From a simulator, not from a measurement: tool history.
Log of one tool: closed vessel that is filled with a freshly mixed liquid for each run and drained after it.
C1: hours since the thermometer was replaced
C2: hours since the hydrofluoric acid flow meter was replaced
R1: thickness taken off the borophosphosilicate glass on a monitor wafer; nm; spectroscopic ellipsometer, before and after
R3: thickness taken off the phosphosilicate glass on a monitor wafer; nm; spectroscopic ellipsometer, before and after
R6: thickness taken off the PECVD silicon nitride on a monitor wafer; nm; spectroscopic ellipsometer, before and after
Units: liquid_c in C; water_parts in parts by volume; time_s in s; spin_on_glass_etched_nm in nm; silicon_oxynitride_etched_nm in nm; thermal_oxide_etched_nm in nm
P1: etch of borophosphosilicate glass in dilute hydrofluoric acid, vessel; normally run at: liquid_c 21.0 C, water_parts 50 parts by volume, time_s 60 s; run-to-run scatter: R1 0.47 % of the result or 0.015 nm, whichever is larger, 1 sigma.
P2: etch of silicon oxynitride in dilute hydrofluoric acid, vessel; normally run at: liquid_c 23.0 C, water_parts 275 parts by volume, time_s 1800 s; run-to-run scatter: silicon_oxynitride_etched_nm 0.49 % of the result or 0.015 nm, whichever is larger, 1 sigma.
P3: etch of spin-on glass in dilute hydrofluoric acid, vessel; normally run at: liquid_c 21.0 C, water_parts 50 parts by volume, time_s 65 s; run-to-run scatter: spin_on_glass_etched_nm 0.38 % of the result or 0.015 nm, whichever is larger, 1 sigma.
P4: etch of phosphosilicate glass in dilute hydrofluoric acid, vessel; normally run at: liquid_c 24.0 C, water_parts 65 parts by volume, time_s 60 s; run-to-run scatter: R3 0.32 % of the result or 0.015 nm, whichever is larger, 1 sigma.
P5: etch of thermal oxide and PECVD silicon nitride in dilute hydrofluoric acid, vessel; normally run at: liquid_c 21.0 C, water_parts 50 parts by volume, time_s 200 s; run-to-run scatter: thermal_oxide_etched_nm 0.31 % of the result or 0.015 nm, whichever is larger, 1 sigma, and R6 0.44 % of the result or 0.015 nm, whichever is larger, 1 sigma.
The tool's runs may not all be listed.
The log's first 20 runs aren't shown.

run 21 hour=68.5 | process=P1 liquid_c=25.0 water_parts=50 time_s=60 | C1=1613.8 C2=33.9 | R1=51.970
run 22 hour=70.8 | process=P1 liquid_c=21.0 water_parts=50 time_s=60 | C1=1616.1 C2=36.2 | R1=44.067
run 23 hour=73.6 | process=P5 liquid_c=17.0 water_parts=50 time_s=200 | C1=1618.9 C2=39.0 | thermal_oxide_etched_nm=15.514 R6=12.383
run 24 hour=77.5 | process=P1 liquid_c=21.0 water_parts=50 time_s=115 | C1=1622.8 C2=42.9 | R1=84.818
run 25 hour=81.6 | process=P4 liquid_c=24.0 water_parts=65 time_s=100 | C1=1626.9 C2=47.0 | R3=134.990
run 26 hour=83.7 | process=P1 liquid_c=21.0 water_parts=50 time_s=60 | C1=1629.0 C2=49.1 | R1=44.077
run 27 hour=86.2 | process=P1 liquid_c=28.0 water_parts=75 time_s=60 | C1=1631.5 C2=51.6 | R1=37.836
run 28 hour=88.6 | process=P2 liquid_c=23.0 water_parts=275 time_s=3030 | C1=1633.9 C2=54.0 | silicon_oxynitride_etched_nm=27.518
run 29 hour=91.9 | process=P1 liquid_c=21.0 water_parts=90 time_s=60 | C1=1637.2 C2=57.3 | R1=23.182
run 30 hour=96.3 | process=P2 liquid_c=19.5 water_parts=275 time_s=1800 | C1=1641.6 C2=61.7 | silicon_oxynitride_etched_nm=14.044
run 31 hour=99.9 | process=P1 liquid_c=21.0 water_parts=50 time_s=60 | C1=1645.2 C2=65.3 | R1=43.832

Forecast run 32:
run 32 hour=103.3 | process=P1 liquid_c=21.0 water_parts=50 time_s=60 | C1=1648.6 C2=68.7 | R1=?

Run 32 gave R1 44.120 nm.
